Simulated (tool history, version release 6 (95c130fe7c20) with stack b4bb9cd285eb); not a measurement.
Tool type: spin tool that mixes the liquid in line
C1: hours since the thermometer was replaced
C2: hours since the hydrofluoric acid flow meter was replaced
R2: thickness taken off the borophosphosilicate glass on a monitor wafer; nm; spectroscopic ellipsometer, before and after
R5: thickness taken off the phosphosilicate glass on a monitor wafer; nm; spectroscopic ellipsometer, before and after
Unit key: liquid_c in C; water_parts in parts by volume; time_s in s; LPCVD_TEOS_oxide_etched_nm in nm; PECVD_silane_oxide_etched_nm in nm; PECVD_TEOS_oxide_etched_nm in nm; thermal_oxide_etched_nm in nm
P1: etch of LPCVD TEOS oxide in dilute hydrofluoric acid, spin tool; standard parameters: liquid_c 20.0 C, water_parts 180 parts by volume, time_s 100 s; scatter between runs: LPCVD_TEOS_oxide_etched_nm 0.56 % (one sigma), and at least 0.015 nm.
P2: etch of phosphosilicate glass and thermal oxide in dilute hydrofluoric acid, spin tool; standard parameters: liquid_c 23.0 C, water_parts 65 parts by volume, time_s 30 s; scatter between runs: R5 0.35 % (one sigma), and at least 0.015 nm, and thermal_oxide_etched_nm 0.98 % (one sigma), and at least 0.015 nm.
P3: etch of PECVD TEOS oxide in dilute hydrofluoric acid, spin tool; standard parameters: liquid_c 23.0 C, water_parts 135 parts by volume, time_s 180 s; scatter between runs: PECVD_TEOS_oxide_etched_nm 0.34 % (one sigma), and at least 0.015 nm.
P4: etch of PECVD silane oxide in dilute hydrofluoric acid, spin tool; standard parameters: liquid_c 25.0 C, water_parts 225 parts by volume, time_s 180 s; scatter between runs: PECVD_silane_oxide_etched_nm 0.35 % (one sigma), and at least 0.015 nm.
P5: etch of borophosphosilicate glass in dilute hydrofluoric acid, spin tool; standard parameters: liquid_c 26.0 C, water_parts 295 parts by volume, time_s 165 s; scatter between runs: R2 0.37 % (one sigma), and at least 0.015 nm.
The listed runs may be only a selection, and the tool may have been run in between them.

{"run": 1, "hour": 5.7, "process": "P1", "liquid_c": 20.0, "water_parts": 180, "time_s": 100, "C1": 313.3, "C2": 548.3, "LPCVD_TEOS_oxide_etched_nm": 12.139}
{"run": 2, "hour": 8.4, "process": "P5", "liquid_c": 32.0, "water_parts": 295, "time_s": 165, "C1": 316.0, "C2": 551.0, "R2": 50.264}
{"run": 3, "hour": 14.8, "process": "P4", "liquid_c": 32.0, "water_parts": 225, "time_s": 180, "C1": 322.4, "C2": 557.4, "PECVD_silane_oxide_etched_nm": 23.177}
{"run": 4, "hour": 18.9, "process": "P3", "liquid_c": 23.0, "water_parts": 135, "time_s": 180, "C1": 326.5, "C2": 561.5, "PECVD_TEOS_oxide_etched_nm": 14.377}
{"run": 5, "hour": 22.7, "process": "P1", "liquid_c": 20.0, "water_parts": 180, "time_s": 100, "C1": 330.3, "C2": 565.3, "LPCVD_TEOS_oxide_etched_nm": 12.202}
{"run": 6, "hour": 25.7, "process": "P1", "liquid_c": 20.0, "water_parts": 180, "time_s": 25, "C1": 333.3, "C2": 568.3, "LPCVD_TEOS_oxide_etched_nm": 3.0238}
{"hour": 28.4, "done": "thermometer replaced"}
{"run": 7, "hour": 31.2, "process": "P3", "liquid_c": 23.0, "water_parts": 135, "time_s": 15, "C1": 2.9, "C2": 573.8, "PECVD_TEOS_oxide_etched_nm": 1.205}
{"run": 8, "hour": 36.4, "process": "P4", "liquid_c": 25.0, "water_parts": 225, "time_s": 180, "C1": 8.1, "C2": 579.0, "PECVD_silane_oxide_etched_nm": 18.151}
{"run": 9, "hour": 40.4, "process": "P1", "liquid_c": 25.5, "water_parts": 95, "time_s": 100, "C1": 12.1, "C2": 583.0, "LPCVD_TEOS_oxide_etched_nm": 31.325}
{"run": 10, "hour": 46.0, "process": "P1", "liquid_c": 20.0, "water_parts": 180, "time_s": 100, "C1": 17.7, "C2": 588.6, "LPCVD_TEOS_oxide_etched_nm": 12.06}
{"run": 11, "hour": 51.9, "process": "P1", "liquid_c": 20.0, "water_parts": 180, "time_s": 100, "C1": 23.6, "C2": 594.5, "LPCVD_TEOS_oxide_etched_nm": 12.173}
{"run": 12, "hour": 55.8, "process": "P2", "liquid_c": 23.0, "water_parts": 65, "time_s": 30, "C1": 27.5, "C2": 598.4, "R5": 35.631, "thermal_oxide_etched_nm": 2.1791}
{"run": 13, "hour": 61.4, "process": "P2", "liquid_c": 18.0, "water_parts": 65, "time_s": 30, "C1": 33.1, "C2": 604.0, "R5": 29.128, "thermal_oxide_etched_nm": 1.7297}
{"run": 14, "hour": 66.3, "process": "P5", "liquid_c": 26.0, "water_parts": 295, "time_s": 165, "C1": 38.0, "C2": 608.9, "R2": 41.336}
{"run": 15, "hour": 70.6, "process": "P3", "liquid_c": 27.0, "water_parts": 135, "time_s": 180, "C1": 42.3, "C2": 613.2, "PECVD_TEOS_oxide_etched_nm": 16.766}
{"run": 16, "hour": 73.4, "process": "P4", "liquid_c": 25.0, "water_parts": 225, "time_s": 55, "C1": 45.1, "C2": 616.0, "PECVD_silane_oxide_etched_nm": 5.5588}
{"run": 17, "hour": 76.3, "process": "P1", "liquid_c": 20.0, "water_parts": 180, "time_s": 180, "C1": 48.0, "C2": 618.9, "LPCVD_TEOS_oxide_etched_nm": 21.837}
{"run": 18, "hour": 79.6, "process": "P3", "liquid_c": 23.0, "water_parts": 135, "time_s": 180, "C1": 51.3, "C2": 622.2, "PECVD_TEOS_oxide_etched_nm": 14.55}
{"run": 19, "hour": 82.5, "process": "P3", "liquid_c": 23.0, "water_parts": 205, "time_s": 180, "C1": 54.2, "C2": 625.1, "PECVD_TEOS_oxide_etched_nm": 8.8004}
{"run": 20, "hour": 86.0, "process": "P5", "liquid_c": 26.0, "water_parts": 295, "time_s": 15, "C1": 57.7, "C2": 628.6, "R2": 3.7641}
{"run": 21, "hour": 91.1, "process": "P4", "liquid_c": 25.0, "water_parts": 115, "time_s": 180, "C1": 62.8, "C2": 633.7, "PECVD_silane_oxide_etched_nm": 40.266}
{"run": 22, "hour": 96.2, "process": "P1", "liquid_c": 20.0, "water_parts": 30, "time_s": 100, "C1": 67.9, "C2": 638.8, "LPCVD_TEOS_oxide_etched_nm": 85.962}
{"run": 23, "hour": 101.6, "process": "P4", "liquid_c": 25.0, "water_parts": 225, "time_s": 180, "C1": 73.3, "C2": 644.2, "PECVD_silane_oxide_etched_nm": 18.033}
{"run": 24, "hour": 107.2, "process": "P1", "liquid_c": 26.0, "water_parts": 180, "time_s": 100, "C1": 78.9, "C2": 649.8, "LPCVD_TEOS_oxide_etched_nm": 15.114}
{"run": 25, "hour": 111.9, "process": "P1", "liquid_c": 20.0, "water_parts": 180, "time_s": 100, "C1": 83.6, "C2": 654.5, "LPCVD_TEOS_oxide_etched_nm": 12.121}
{"run": 26, "hour": 116.2, "process": "P1", "liquid_c": 17.0, "water_parts": 180, "time_s": 100, "C1": 87.9, "C2": 658.8, "LPCVD_TEOS_oxide_etched_nm": 10.779}
{"run": 27, "hour": 120.6, "process": "P1", "liquid_c": 20.0, "water_parts": 330, "time_s": 100, "C1": 92.3, "C2": 663.2, "LPCVD_TEOS_oxide_etched_nm": 5.7843}
{"run": 28, "hour": 124.4, "process": "P5", "liquid_c": 26.0, "water_parts": 525, "time_s": 165, "C1": 96.1, "C2": 667.0, "R2": 18.788}
{"run": 29, "hour": 130.4, "process": "P1", "liquid_c": 20.0, "water_parts": 180, "time_s": 100, "C1": 102.1, "C2": 673.0, "LPCVD_TEOS_oxide_etched_nm": 12.16}
{"run": 30, "hour": 133.8, "process": "P1", "liquid_c": 20.0, "water_parts": 60, "time_s": 45, "C1": 105.5, "C2": 676.4, "LPCVD_TEOS_oxide_etched_nm": 18.62}
{"run": 31, "hour": 139.1, "process": "P2", "liquid_c": 23.0, "water_parts": 115, "time_s": 30, "C1": 110.8, "C2": 681.7, "R5": 19.043, "thermal_oxide_etched_nm": 1.1247}
{"run": 32, "hour": 144.0, "process": "P2", "liquid_c": 23.0, "water_parts": 65, "time_s": 60, "C1": 115.7, "C2": 686.6, "R5": 71.602, "thermal_oxide_etched_nm": 4.2999}
{"run": 33, "hour": 149.9, "process": "P1", "liquid_c": 20.0, "water_parts": 180, "time_s": 100, "C1": 121.6, "C2": 692.5, "LPCVD_TEOS_oxide_etched_nm": 12.139}
{"run": 34, "hour": 153.8, "process": "P1", "liquid_c": 20.0, "water_parts": 180, "time_s": 100, "C1": 125.5, "C2": 696.4, "LPCVD_TEOS_oxide_etched_nm": 12.441}
{"run": 35, "hour": 160.1, "process": "P1", "liquid_c": 20.0, "water_parts": 180, "time_s": 100, "C1": 131.8, "C2": 702.7, "LPCVD_TEOS_oxide_etched_nm": 12.858}
{"run": 36, "hour": 163.0, "process": "P1", "liquid_c": 20.0, "water_parts": 180, "time_s": 100, "C1": 134.7, "C2": 705.6, "LPCVD_TEOS_oxide_etched_nm": 12.976}
{"run": 37, "hour": 167.0, "process": "P1", "liquid_c": 20.0, "water_parts": 180, "time_s": 100, "C1": 138.7, "C2": 709.6, "LPCVD_TEOS_oxide_etched_nm": 13.015}
{"run": 38, "hour": 169.9, "process": "P1", "liquid_c": 20.0, "water_parts": 180, "time_s": 100, "C1": 141.6, "C2": 712.5, "LPCVD_TEOS_oxide_etched_nm": 12.975}
{"run": 39, "hour": 174.4, "process": "P1", "liquid_c": 20.0, "water_parts": 180, "time_s": 100, "C1": 146.1, "C2": 717.0, "LPCVD_TEOS_oxide_etched_nm": 13.088}
{"run": 40, "hour": 177.4, "process": "P1", "liquid_c": 20.0, "water_parts": 180, "time_s": 100, "C1": 149.1, "C2": 720.0, "LPCVD_TEOS_oxide_etched_nm": 13.1}
{"run": 41, "hour": 180.5, "process": "P1", "liquid_c": 20.0, "water_parts": 180, "time_s": 100, "C1": 152.2, "C2": 723.1, "LPCVD_TEOS_oxide_etched_nm": 13.158}
{"run": 42, "hour": 186.4, "process": "P1", "liquid_c": 20.0, "water_parts": 180, "time_s": 100, "C1": 158.1, "C2": 729.0, "LPCVD_TEOS_oxide_etched_nm": 13.116}

P1 has crept away from where it was. The log is fitted equally well by each of these 2 causes, at the sizes shown:
A: hydrofluoric acid flow above the setpoint (%) = 6.68
B: liquid hotter than its thermometer reads (K) = 1.97
The drift started at roughly hour 149.9.

Which of the 4 check runs listed below, each an average over 3 wafers with its results shown as question marks, gives clearly different results under the different listed causes?
{"run": "check 1", "hour": 192.3, "process": "P4", "liquid_c": 30.0, "water_parts": 120, "time_s": 180, "PECVD_silane_oxide_etched_nm": "?"}
{"run": "check 2", "hour": 192.3, "process": "P5", "liquid_c": 26.0, "water_parts": 525, "time_s": 20, "R2": "?"}
{"run": "check 3", "hour": 192.3, "process": "P2", "liquid_c": 23.0, "water_parts": 110, "time_s": 30, "R5": "?", "thermal_oxide_etched_nm": "?"}
{"run": "check 4", "hour": 192.3, "process": "P3", "liquid_c": 23.0, "water_parts": 135, "time_s": 15, "PECVD_TEOS_oxide_etched_nm": "?"}

What every check run would give for each of its results, assuming each possible cause in turn:
check=check_1 result=PECVD_silane_oxide_etched_nm if_A=49.9700 if_B=49.8170
check=check_2 result=R2 if_A=2.4982 if_B=2.4133
check=check_3 result=R5 if_A=21.529 if_B=21.628
check=check_3 result=thermal_oxide_etched_nm if_A=1.2933 if_B=1.2993
check=check_4 result=PECVD_TEOS_oxide_etched_nm if_A=1.2942 if_B=1.2965
Smallest distance between any two causes, each pair judged by its most separating result, in per cent: check 1 0.31 %; check 2 3.46 %; check 3 0.46 %; check 4 0.18 %
Check 2 tells the causes apart: in the others they would give nearly the same result.

With check 2 done, the readings were: R2 2.5189 nm. Identify which of the listed causes applies.

It was cause A: hydrofluoric acid flow above the setpoint (%).
